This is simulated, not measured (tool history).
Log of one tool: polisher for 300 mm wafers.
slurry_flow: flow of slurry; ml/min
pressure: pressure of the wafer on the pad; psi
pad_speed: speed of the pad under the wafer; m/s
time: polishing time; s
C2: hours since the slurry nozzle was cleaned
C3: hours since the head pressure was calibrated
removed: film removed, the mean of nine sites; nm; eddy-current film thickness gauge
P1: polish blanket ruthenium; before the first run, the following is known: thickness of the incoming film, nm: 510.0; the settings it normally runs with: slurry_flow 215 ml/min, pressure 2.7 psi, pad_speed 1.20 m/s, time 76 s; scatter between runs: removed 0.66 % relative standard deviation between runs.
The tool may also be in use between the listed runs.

run 1 hour=5.5 | slurry_flow=215 pressure=2.7 pad_speed=1.20 time=76 | wafers_polished_on_this_pad=307 C2=470.9 C3=548.3 | removed=114.870
run 2 hour=11.6 | slurry_flow=215 pressure=2.7 pad_speed=1.20 time=76 | wafers_polished_on_this_pad=385 C2=477.0 C3=554.4 | removed=116.590
run 3 hour=15.5 | slurry_flow=215 pressure=2.7 pad_speed=1.20 time=116 | wafers_polished_on_this_pad=435 C2=480.9 C3=558.3 | removed=177.340
run 4 hour=19.4 | slurry_flow=215 pressure=2.7 pad_speed=0.58 time=76 | wafers_polished_on_this_pad=485 C2=484.8 C3=562.2 | removed=55.432
run 5 hour=22.9 | slurry_flow=215 pressure=2.7 pad_speed=1.86 time=76 | wafers_polished_on_this_pad=530 C2=488.3 C3=565.7 | removed=181.490
run 6 hour=28.4 | slurry_flow=215 pressure=2.7 pad_speed=1.20 time=46 | wafers_polished_on_this_pad=601 C2=493.8 C3=571.2 | removed=70.028
run 7 hour=34.5 | slurry_flow=215 pressure=4.0 pad_speed=1.20 time=76 | wafers_polished_on_this_pad=679 C2=499.9 C3=577.3 | removed=172.120
run 8 hour=38.9 | slurry_flow=215 pressure=2.7 pad_speed=1.20 time=76 | wafers_polished_on_this_pad=735 C2=504.3 C3=581.7 | removed=116.240
run 9 hour=43.7 | slurry_flow=215 pressure=2.7 pad_speed=1.20 time=76 | wafers_polished_on_this_pad=797 C2=509.1 C3=586.5 | removed=114.620
run 10 hour=47.2 | slurry_flow=215 pressure=2.7 pad_speed=1.20 time=76 | wafers_polished_on_this_pad=842 C2=512.6 C3=590.0 | removed=114.310
run 11 hour=52.2 | slurry_flow=290 pressure=2.7 pad_speed=1.20 time=76 | wafers_polished_on_this_pad=906 C2=517.6 C3=595.0 | removed=119.070
run 12 hour=56.3 | slurry_flow=215 pressure=1.7 pad_speed=1.20 time=76 | wafers_polished_on_this_pad=959 C2=521.7 C3=599.1 | removed=73.552
run 13 hour=60.0 | slurry_flow=215 pressure=3.5 pad_speed=1.86 time=76 | wafers_polished_on_this_pad=1006 C2=525.4 C3=602.8 | removed=232.450
run 14 hour=66.2 | slurry_flow=130 pressure=2.7 pad_speed=1.20 time=76 | wafers_polished_on_this_pad=1086 C2=531.6 C3=609.0 | removed=106.980
run 15 hour=72.1 | slurry_flow=215 pressure=2.7 pad_speed=1.20 time=76 | wafers_polished_on_this_pad=1161 C2=537.5 C3=614.9 | removed=114.650
run 16 hour=75.4 | slurry_flow=215 pressure=2.7 pad_speed=1.20 time=76 | wafers_polished_on_this_pad=1204 C2=540.8 C3=618.2 | removed=113.220
run 17 hour=78.7 | slurry_flow=215 pressure=2.7 pad_speed=1.20 time=76 | wafers_polished_on_this_pad=1246 C2=544.1 C3=621.5 | removed=112.430
run 18 hour=81.5 | slurry_flow=215 pressure=2.7 pad_speed=1.20 time=76 | wafers_polished_on_this_pad=1282 C2=546.9 C3=624.3 | removed=111.970
run 19 hour=85.6 | slurry_flow=215 pressure=2.7 pad_speed=1.20 time=76 | wafers_polished_on_this_pad=1334 C2=551.0 C3=628.4 | removed=111.930
run 20 hour=91.3 | slurry_flow=215 pressure=2.7 pad_speed=1.20 time=76 | wafers_polished_on_this_pad=1408 C2=556.7 C3=634.1 | removed=110.710
-- hour=92.5 worn pad replaced by a new one
run 21 hour=96.7 | slurry_flow=215 pressure=2.7 pad_speed=1.20 time=76 | wafers_polished_on_this_pad=54 C2=562.1 C3=639.5 | removed=109.170
run 22 hour=101.2 | slurry_flow=215 pressure=2.7 pad_speed=1.20 time=76 | wafers_polished_on_this_pad=112 C2=566.6 C3=644.0 | removed=108.560
run 23 hour=105.3 | slurry_flow=215 pressure=2.7 pad_speed=1.20 time=76 | wafers_polished_on_this_pad=164 C2=570.7 C3=648.1 | removed=109.760

Estimate the outcome of run 24 from the log above:
run 24 hour=109.5 | slurry_flow=215 pressure=2.7 pad_speed=1.20 time=76 | wafers_polished_on_this_pad=218 C2=574.9 C3=652.3 | removed=?

Run 24 produced removed 110.190 nm.

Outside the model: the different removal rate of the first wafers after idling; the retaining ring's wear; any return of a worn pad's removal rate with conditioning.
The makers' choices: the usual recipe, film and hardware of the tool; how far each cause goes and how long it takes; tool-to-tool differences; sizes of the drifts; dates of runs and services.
